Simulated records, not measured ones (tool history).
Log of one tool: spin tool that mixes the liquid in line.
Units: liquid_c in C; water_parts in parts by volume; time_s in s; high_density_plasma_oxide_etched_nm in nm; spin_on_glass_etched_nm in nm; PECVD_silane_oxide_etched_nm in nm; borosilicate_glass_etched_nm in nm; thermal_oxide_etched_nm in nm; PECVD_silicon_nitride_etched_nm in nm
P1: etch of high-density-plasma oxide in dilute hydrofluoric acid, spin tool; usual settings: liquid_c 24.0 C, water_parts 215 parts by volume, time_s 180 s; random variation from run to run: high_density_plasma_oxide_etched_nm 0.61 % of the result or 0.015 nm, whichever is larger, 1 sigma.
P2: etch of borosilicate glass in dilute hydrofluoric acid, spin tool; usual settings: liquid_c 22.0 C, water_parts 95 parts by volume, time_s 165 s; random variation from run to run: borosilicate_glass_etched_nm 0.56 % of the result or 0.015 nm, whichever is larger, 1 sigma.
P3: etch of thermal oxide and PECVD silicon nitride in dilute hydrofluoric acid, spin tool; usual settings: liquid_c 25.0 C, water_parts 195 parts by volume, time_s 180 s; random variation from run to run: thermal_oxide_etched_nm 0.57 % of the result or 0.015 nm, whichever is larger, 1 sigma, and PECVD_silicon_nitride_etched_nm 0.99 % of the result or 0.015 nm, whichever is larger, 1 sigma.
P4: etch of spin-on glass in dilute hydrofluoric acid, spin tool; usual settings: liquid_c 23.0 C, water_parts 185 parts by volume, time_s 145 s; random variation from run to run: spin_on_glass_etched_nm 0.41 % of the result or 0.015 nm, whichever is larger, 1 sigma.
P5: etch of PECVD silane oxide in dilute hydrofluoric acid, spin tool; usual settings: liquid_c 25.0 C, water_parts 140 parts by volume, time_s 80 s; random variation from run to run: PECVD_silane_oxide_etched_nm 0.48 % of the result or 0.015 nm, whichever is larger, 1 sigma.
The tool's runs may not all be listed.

run   hour  process  liquid_c  water_parts  time_s  high_density_plasma_oxide_etched_nm  spin_on_glass_etched_nm  PECVD_silane_oxide_etched_nm  borosilicate_glass_etched_nm  thermal_oxide_etched_nm  PECVD_silicon_nitride_etched_nm
  1   18.2       P1      24.0          215     180                               3.8068
  2   32.4       P4      28.5          185     145                                                        52.722
  3   41.6       P5      17.0          140      80                                                                                      19.854
  4   55.5       P5      25.0          140      35                                                                                      11.904
  5   74.8       P5      25.0          255      80                                                                                      13.147
  6   93.5       P1      24.0          215     300                               6.2417
  7  103.5       P2      22.0           95     325                                                                                                                    61.287
  8  111.8       P1      24.0          105      80                               3.8980
  9  126.1       P2      26.5           95     165                                                                                                                    37.736
 10  140.1       P1      24.0          215     180                               3.7788
 11  158.7       P4      23.0          185     145                                                        42.869
 12  170.6       P3      25.0          295     180                                                                                                                                             2.4873                           1.6023
 13  188.6       P1      24.0          130      40                               1.5313
 14  196.9       P2      22.0          160     165                                                                                                                    17.332
 15  205.2       P3      25.0          195     360                                                                                                                                             8.2560                           4.7939
 16  223.9       P1      24.0          110     180                               8.3747
 17  242.9       P1      24.0          215     180                               3.8340
 18  261.4       P4      23.0          185     145                                                        43.034
     265.0  -- hydrofluoric acid flow meter replaced
 19  278.0       P1      24.0          215     180                               3.7975
 20  289.3       P2      22.0           95     165                                                                                                                    31.160
 21  307.3       P4      23.0          295     145                                                        24.198
 22  316.5       P1      24.0          120     325                              13.6590
 23  328.1       P1      18.5          215     180                               3.1016
 24  338.6       P5      25.0          140      80                                                                                      27.297
 25  352.9       P1      24.0          215     180                               3.7512
 26  367.8       P1      24.0          215      95                               2.0240
 27  385.1       P3      32.0          195     180                                                                                                                                             5.3050                           3.7761
 28  394.1       P3      25.0          195     180                                                                                                                                             4.1717                           2.3893
 29  408.1       P1      24.0          300     180                               2.5058
 30  426.8       P3      25.0          195     180                                                                                                                                             4.1947                           2.4094
 31  443.8       P5      25.0          140      80                                                                                      27.284
 32  460.2       P1      24.0          215     180                               3.7895
 33  473.8       P2      22.0           95     165                                                                                                                    31.318
 34  489.1       P1      29.0          215     180                               4.4817
 35  502.9       P4      23.0          185     220                                                        65.200
 36  515.4       P1      24.0          215     180                               3.8123
 37  532.2       P1      24.0          215     180                               3.9111
 38  546.2       P1      24.0          215     180                               3.8782
 39  559.4       P1      24.0          215     180                               3.9491
 40  572.5       P1      24.0          215     180                               3.9677
 41  582.3       P1      24.0          215     180                               3.9889
 42  593.6       P1      24.0          215     180                               3.9608
 43  609.1       P1      24.0          215     180                               4.0055
 44  624.8       P1      24.0          215     180                               3.9781

What P1 gives has crept away from where it was. These 2 causes fit the log equally well, each at the size given:
A: liquid hotter than its thermometer reads (K) = 1.43
B: hydrofluoric acid flow above the setpoint (%) = 4.31
The creep began at about hour 515.4.

4 check runs are offered, each on 3 wafers whose results are averaged, their results left as question marks. Which one tells the causes apart?
check 1  640.5       P3      25.0          195     320                                                                                                                                                  ?                                ?
check 2  640.5       P2      26.0          160     165                                                                                                                         ?
check 3  640.5       P4      23.0          285     145                                                             ?
check 4  640.5       P5      20.0          250      80                                                                                           ?

What each check would give under each cause:
  check                           result    if A    if B
check 1          thermal_oxide_etched_nm  7.7679  7.7611
check 1  PECVD_silicon_nitride_etched_nm  4.7541  4.5349
check 2     borosilicate_glass_etched_nm  21.197  21.139
check 3          spin_on_glass_etched_nm  26.549  26.638
check 4     PECVD_silane_oxide_etched_nm  11.875  11.859
How far apart the two closest causes lie, in the result that separates them most: check 1 4.72 %; check 2 0.28 %; check 3 0.34 %; check 4 0.13 %
Check 1 tells the causes apart: in the others they would give nearly the same result.

Then check 1 was run and gave: thermal_oxide_etched_nm 7.7373 nm; PECVD_silicon_nitride_etched_nm 4.5420 nm. Which cause is it?

It is B: hydrofluoric acid flow above the setpoint (%).

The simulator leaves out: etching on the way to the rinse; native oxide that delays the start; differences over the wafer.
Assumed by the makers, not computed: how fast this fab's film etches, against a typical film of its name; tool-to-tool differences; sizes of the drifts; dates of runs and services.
